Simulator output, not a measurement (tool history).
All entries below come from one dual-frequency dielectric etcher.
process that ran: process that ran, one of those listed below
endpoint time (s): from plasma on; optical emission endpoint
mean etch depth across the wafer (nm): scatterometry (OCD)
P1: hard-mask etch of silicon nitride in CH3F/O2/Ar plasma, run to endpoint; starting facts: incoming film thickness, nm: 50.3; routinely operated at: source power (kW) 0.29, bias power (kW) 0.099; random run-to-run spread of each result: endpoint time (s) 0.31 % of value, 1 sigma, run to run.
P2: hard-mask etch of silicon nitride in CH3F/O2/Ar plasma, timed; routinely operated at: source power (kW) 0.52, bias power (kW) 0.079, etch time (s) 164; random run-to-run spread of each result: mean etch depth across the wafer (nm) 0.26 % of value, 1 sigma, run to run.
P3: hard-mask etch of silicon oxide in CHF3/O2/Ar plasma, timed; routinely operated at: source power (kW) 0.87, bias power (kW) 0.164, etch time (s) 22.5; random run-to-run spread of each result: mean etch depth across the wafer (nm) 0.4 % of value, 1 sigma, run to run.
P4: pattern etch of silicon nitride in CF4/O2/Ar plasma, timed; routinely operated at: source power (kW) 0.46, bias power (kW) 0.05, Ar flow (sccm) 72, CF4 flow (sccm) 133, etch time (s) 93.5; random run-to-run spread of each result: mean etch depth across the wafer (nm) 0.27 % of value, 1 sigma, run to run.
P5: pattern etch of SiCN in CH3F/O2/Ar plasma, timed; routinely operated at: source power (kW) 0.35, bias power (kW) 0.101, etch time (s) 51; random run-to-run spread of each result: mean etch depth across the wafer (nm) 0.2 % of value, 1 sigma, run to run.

run	hour	process that ran	source power (kW)	bias power (kW)	etch time (s)	Ar flow (sccm)	CF4 flow (sccm)	endpoint time (s)	mean etch depth across the wafer (nm)
1	17.1	P1	0.29	0.099				73.554	
2	30.5	P3	0.66	0.164	22.5				44.413
3	40.7	P4	0.26	0.05	93.5	72	133		107.08
4	55.4	P4	0.46	0.05	93.5	72	101		172.04
5	74.7	P5	0.35	0.101	51				20.541
6	90.7	P5	0.35	0.101	74.5				30
7	99.2	P1	0.29	0.099				73.93	
8	117.7	P2	0.52	0.079	108				84.939
9	136	P5	0.35	0.101	51				20.524
10	151.8	P3	0.87	0.164	22.5				49.603
11	163.1	P4	0.46	0.05	93.5	49	133		181.77
12	181.4	P4	0.46	0.05	93.5	72	133		176.62
13	199	P4	0.46	0.05	59.5	72	133		112.56
14	216.2	P1	0.29	0.13				66.279	
15	230.5	P1	0.29	0.099				73.443	
16	249.9	P2	0.33	0.079	164				109.12
17	266.9	P1	0.38	0.125				61.021	
18	275.5	P1	0.29	0.099				73.619	
19	293	P5	0.44	0.101	51				22.359
20	304.3	P4	0.46	0.063	93.5	72	133		191.32
21	317.1	P2	0.52	0.079	164				128.79
22	335.3	P3	0.87	0.164	12.5				27.265
23	349.2	P3	0.87	0.213	22.5				53.707
24	367.1	P1	0.35	0.117				64.293	
25	378	P1	0.2	0.099				84.132	
26	397.5	P1	0.38	0.099				66.636	
27	414.8	P4	0.46	0.05	93.5	72	133		176.4
28	433.3	P2	0.52	0.102	164				141.56
29	446	P1	0.29	0.077				80.653	

What will run 30 give?
30	460.6	P1	0.2	0.119				?	

Run 30 produced endpoint time (s) 78.77.

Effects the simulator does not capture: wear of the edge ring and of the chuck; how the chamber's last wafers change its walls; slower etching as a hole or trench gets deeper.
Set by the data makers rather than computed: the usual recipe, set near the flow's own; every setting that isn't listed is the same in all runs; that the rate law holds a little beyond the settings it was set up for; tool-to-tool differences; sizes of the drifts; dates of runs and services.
